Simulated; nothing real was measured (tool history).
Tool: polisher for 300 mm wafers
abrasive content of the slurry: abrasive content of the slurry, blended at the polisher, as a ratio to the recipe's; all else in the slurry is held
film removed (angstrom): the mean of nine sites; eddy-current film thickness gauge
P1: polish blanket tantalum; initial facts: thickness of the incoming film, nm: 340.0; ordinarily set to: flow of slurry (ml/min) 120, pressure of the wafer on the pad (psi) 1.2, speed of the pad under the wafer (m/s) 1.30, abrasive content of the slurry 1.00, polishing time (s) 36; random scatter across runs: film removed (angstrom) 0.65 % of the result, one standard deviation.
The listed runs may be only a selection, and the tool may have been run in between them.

| run | day | flow of slurry (ml/min) | pressure of the wafer on the pad (psi) | speed of the pad under the wafer (m/s) | abrasive content of the slurry | polishing time (s) | wafers polished on this pad | hours since the slurry nozzle was cleaned | hours since the head pressure was calibrated | hours since the slurry blender was calibrated | film removed (angstrom) |
|---|---|---|---|---|---|---|---|---|---|---|---|
| 1 | 0.304 | 120 | 1.2 | 1.30 | 1.00 | 36 | 504 | 265.6 | 575.7 | 155.6 | 425.61 |
| 2 | 0.746 | 120 | 0.7 | 1.72 | 1.00 | 36 | 656 | 276.2 | 586.3 | 166.2 | 331.20 |
| 3 | 1.075 | 120 | 1.2 | 0.96 | 1.00 | 36 | 770 | 284.1 | 594.2 | 174.1 | 315.09 |
| 4 | 1.542 | 120 | 1.2 | 1.84 | 1.00 | 36 | 931 | 295.3 | 605.4 | 185.3 | 600.73 |
|  | 1.962 | head pressure recalibrated |
| 5 | 2.004 | 120 | 1.2 | 1.92 | 1.45 | 36 | 1091 | 306.4 | 1.0 | 196.4 | 689.27 |
| 6 | 2.375 | 175 | 0.7 | 1.30 | 1.00 | 36 | 1219 | 315.3 | 9.9 | 205.3 | 267.25 |
| 7 | 2.921 | 120 | 1.2 | 1.30 | 1.00 | 36 | 1407 | 328.4 | 23.0 | 218.4 | 421.15 |
|  | 3.225 | worn pad replaced by a new one |
| 8 | 3.342 | 120 | 1.2 | 1.30 | 1.00 | 36 | 41 | 338.5 | 33.1 | 228.5 | 425.82 |
| 9 | 3.888 | 120 | 1.2 | 1.30 | 1.00 | 36 | 229 | 351.6 | 46.2 | 241.6 | 424.65 |
| 10 | 4.283 | 185 | 1.2 | 1.30 | 1.00 | 36 | 366 | 361.1 | 55.7 | 251.1 | 462.26 |
| 11 | 4.692 | 120 | 1.5 | 1.30 | 1.00 | 36 | 507 | 370.9 | 65.5 | 260.9 | 534.31 |
| 12 | 4.938 | 120 | 1.2 | 1.30 | 1.00 | 36 | 592 | 376.8 | 71.4 | 266.8 | 425.60 |
| 13 | 5.221 | 70 | 1.2 | 1.30 | 1.00 | 36 | 690 | 383.6 | 78.2 | 273.6 | 368.98 |
| 14 | 5.617 | 120 | 1.2 | 1.30 | 1.00 | 16 | 826 | 393.1 | 87.7 | 283.1 | 191.62 |
| 15 | 6.054 | 120 | 0.5 | 1.30 | 1.00 | 36 | 977 | 403.6 | 98.2 | 293.6 | 174.77 |
| 16 | 6.542 | 120 | 1.2 | 1.30 | 1.50 | 36 | 1146 | 415.3 | 109.9 | 305.3 | 468.48 |
| 17 | 7.054 | 120 | 1.2 | 1.30 | 0.75 | 36 | 1323 | 427.6 | 122.2 | 317.6 | 386.36 |

What does the tool deliver on the next run?
| 18 | 7.438 | 120 | 1.2 | 1.30 | 1.00 | 51 | 1455 | 436.8 | 131.4 | 326.8 | ? |

{"run 18": {"film removed (angstrom)": 601.0}}

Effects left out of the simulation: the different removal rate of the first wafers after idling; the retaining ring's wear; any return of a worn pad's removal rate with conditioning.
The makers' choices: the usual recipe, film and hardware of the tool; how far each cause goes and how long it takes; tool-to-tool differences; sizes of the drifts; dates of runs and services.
